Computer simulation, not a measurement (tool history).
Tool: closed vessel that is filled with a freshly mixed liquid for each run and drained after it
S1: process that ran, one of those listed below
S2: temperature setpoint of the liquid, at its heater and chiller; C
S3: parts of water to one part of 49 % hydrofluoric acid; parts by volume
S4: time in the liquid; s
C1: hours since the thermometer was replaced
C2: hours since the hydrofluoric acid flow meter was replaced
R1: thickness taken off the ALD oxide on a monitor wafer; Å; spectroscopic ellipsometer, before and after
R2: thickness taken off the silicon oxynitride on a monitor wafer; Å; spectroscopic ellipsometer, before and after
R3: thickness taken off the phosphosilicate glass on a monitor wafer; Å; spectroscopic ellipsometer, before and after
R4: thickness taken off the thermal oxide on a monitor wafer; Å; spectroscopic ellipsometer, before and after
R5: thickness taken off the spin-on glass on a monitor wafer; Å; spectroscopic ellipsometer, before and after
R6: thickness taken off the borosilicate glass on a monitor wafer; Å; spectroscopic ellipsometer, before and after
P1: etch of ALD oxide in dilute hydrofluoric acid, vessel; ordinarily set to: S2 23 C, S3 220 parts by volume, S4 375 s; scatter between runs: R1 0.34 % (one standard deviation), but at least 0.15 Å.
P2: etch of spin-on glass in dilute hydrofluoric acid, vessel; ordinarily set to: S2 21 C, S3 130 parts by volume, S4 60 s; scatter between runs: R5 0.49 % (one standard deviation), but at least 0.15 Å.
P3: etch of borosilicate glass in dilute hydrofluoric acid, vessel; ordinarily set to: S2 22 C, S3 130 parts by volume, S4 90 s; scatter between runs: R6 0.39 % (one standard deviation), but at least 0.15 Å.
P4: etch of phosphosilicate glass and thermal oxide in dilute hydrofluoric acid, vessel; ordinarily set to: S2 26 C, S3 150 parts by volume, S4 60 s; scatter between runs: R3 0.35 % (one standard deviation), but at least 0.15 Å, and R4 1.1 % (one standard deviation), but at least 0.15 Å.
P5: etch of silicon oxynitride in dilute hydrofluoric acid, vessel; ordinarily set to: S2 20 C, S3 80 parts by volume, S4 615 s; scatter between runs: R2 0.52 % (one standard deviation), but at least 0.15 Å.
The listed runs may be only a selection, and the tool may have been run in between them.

Run 1, day 0.125: S1 P1, S2 23 C, S3 220 parts by volume, S4 375 s; C1 292.7; C2 1492.7. Result: R1 182.59 Å.
Run 2, day 0.308: S1 P1, S2 23 C, S3 220 parts by volume, S4 375 s; C1 297.1; C2 1497.1. Result: R1 182.78 Å.
Run 3, day 0.508: S1 P1, S2 23 C, S3 220 parts by volume, S4 375 s; C1 301.9; C2 1501.9. Result: R1 183.56 Å.
Run 4, day 0.7: S1 P5, S2 20 C, S3 80 parts by volume, S4 615 s; C1 306.5; C2 1506.5. Result: R2 213.08 Å.
Run 5, day 0.904: S1 P1, S2 23 C, S3 220 parts by volume, S4 670 s; C1 311.4; C2 1511.4. Result: R1 327.06 Å.
Run 6, day 1.104: S1 P4, S2 18 C, S3 150 parts by volume, S4 60 s; C1 316.2; C2 1516.2. Result: R3 597.93 Å, R4 15.239 Å.
Run 7, day 1.233: S1 P1, S2 23 C, S3 220 parts by volume, S4 105 s; C1 319.3; C2 1519.3. Result: R1 51.283 Å.
Run 8, day 1.367: S1 P2, S2 21 C, S3 240 parts by volume, S4 60 s; C1 322.5; C2 1522.5. Result: R5 75.107 Å.
Run 9, day 1.588: S1 P2, S2 27.5 C, S3 130 parts by volume, S4 60 s; C1 327.8; C2 1527.8. Result: R5 199.81 Å.
At day 1.667: thermometer replaced.
Run 10, day 1.817: S1 P5, S2 20 C, S3 80 parts by volume, S4 615 s; C1 3.7; C2 1533.3. Result: R2 212.93 Å.
Run 11, day 1.958: S1 P4, S2 26 C, S3 150 parts by volume, S4 60 s; C1 7.1; C2 1536.7. Result: R3 810.6 Å, R4 20.401 Å.
Run 12, day 2.133: S1 P5, S2 20 C, S3 30 parts by volume, S4 615 s; C1 11.3; C2 1540.9. Result: R2 590.24 Å.
Run 13, day 2.262: S1 P4, S2 26 C, S3 210 parts by volume, S4 60 s; C1 14.4; C2 1544. Result: R3 540.63 Å, R4 13.597 Å.
Run 14, day 2.496: S1 P3, S2 22 C, S3 130 parts by volume, S4 90 s; C1 20; C2 1549.6. Result: R6 187.73 Å.
Run 15, day 2.704: S1 P1, S2 23 C, S3 220 parts by volume, S4 375 s; C1 25; C2 1554.6. Result: R1 183.4 Å.
Run 16, day 2.883: S1 P5, S2 20 C, S3 80 parts by volume, S4 70 s; C1 29.3; C2 1558.9. Result: R2 24.046 Å.
Run 17, day 3.012: S1 P1, S2 23 C, S3 355 parts by volume, S4 190 s; C1 32.4; C2 1562. Result: R1 50.297 Å.
Run 18, day 3.179: S1 P1, S2 30 C, S3 220 parts by volume, S4 375 s; C1 36.4; C2 1566. Result: R1 235.54 Å.
Run 19, day 3.329: S1 P3, S2 17 C, S3 130 parts by volume, S4 90 s; C1 40; C2 1569.6. Result: R6 153.59 Å.
Run 20, day 3.542: S1 P3, S2 22 C, S3 130 parts by volume, S4 165 s; C1 45.1; C2 1574.7. Result: R6 344.63 Å.
Run 21, day 3.675: S1 P5, S2 17 C, S3 80 parts by volume, S4 615 s; C1 48.3; C2 1577.9. Result: R2 182.07 Å.
Run 22, day 3.871: S1 P2, S2 21 C, S3 130 parts by volume, S4 60 s; C1 53; C2 1582.6. Result: R5 155.34 Å.
Run 23, day 4.046: S1 P3, S2 22 C, S3 130 parts by volume, S4 90 s; C1 57.2; C2 1586.8. Result: R6 189.33 Å.
Run 24, day 4.279: S1 P1, S2 23 C, S3 135 parts by volume, S4 685 s; C1 62.8; C2 1592.4. Result: R1 598.01 Å.
Run 25, day 4.45: S1 P1, S2 17 C, S3 220 parts by volume, S4 375 s; C1 66.9; C2 1596.5. Result: R1 145.28 Å.
Run 26, day 4.608: S1 P1, S2 23 C, S3 220 parts by volume, S4 375 s; C1 70.7; C2 1600.3. Result: R1 183.74 Å.
Run 27, day 4.729: S1 P1, S2 23 C, S3 405 parts by volume, S4 375 s; C1 73.6; C2 1603.2. Result: R1 83.205 Å.
Run 28, day 4.925: S1 P1, S2 23 C, S3 75 parts by volume, S4 375 s; C1 78.3; C2 1607.9. Result: R1 635.52 Å.
Run 29, day 5.154: S1 P4, S2 26 C, S3 150 parts by volume, S4 85 s; C1 83.8; C2 1613.4. Result: R3 1145.9 Å, R4 29.513 Å.
Run 30, day 5.371: S1 P1, S2 28.5 C, S3 220 parts by volume, S4 530 s; C1 89; C2 1618.6. Result: R1 315.95 Å.
Run 31, day 5.6: S1 P3, S2 22 C, S3 235 parts by volume, S4 90 s; C1 94.5; C2 1624.1. Result: R6 92.923 Å.
Run 32, day 5.825: S1 P2, S2 21 C, S3 130 parts by volume, S4 30 s; C1 99.9; C2 1629.5. Result: R5 77.963 Å.

Run 33 is up next; what results do you expect?
Run 33, day 5.992: S1 P1, S2 23 C, S3 220 parts by volume, S4 375 s; C1 103.9; C2 1633.5. Result: R1 ?.

R1: 182.21 Å

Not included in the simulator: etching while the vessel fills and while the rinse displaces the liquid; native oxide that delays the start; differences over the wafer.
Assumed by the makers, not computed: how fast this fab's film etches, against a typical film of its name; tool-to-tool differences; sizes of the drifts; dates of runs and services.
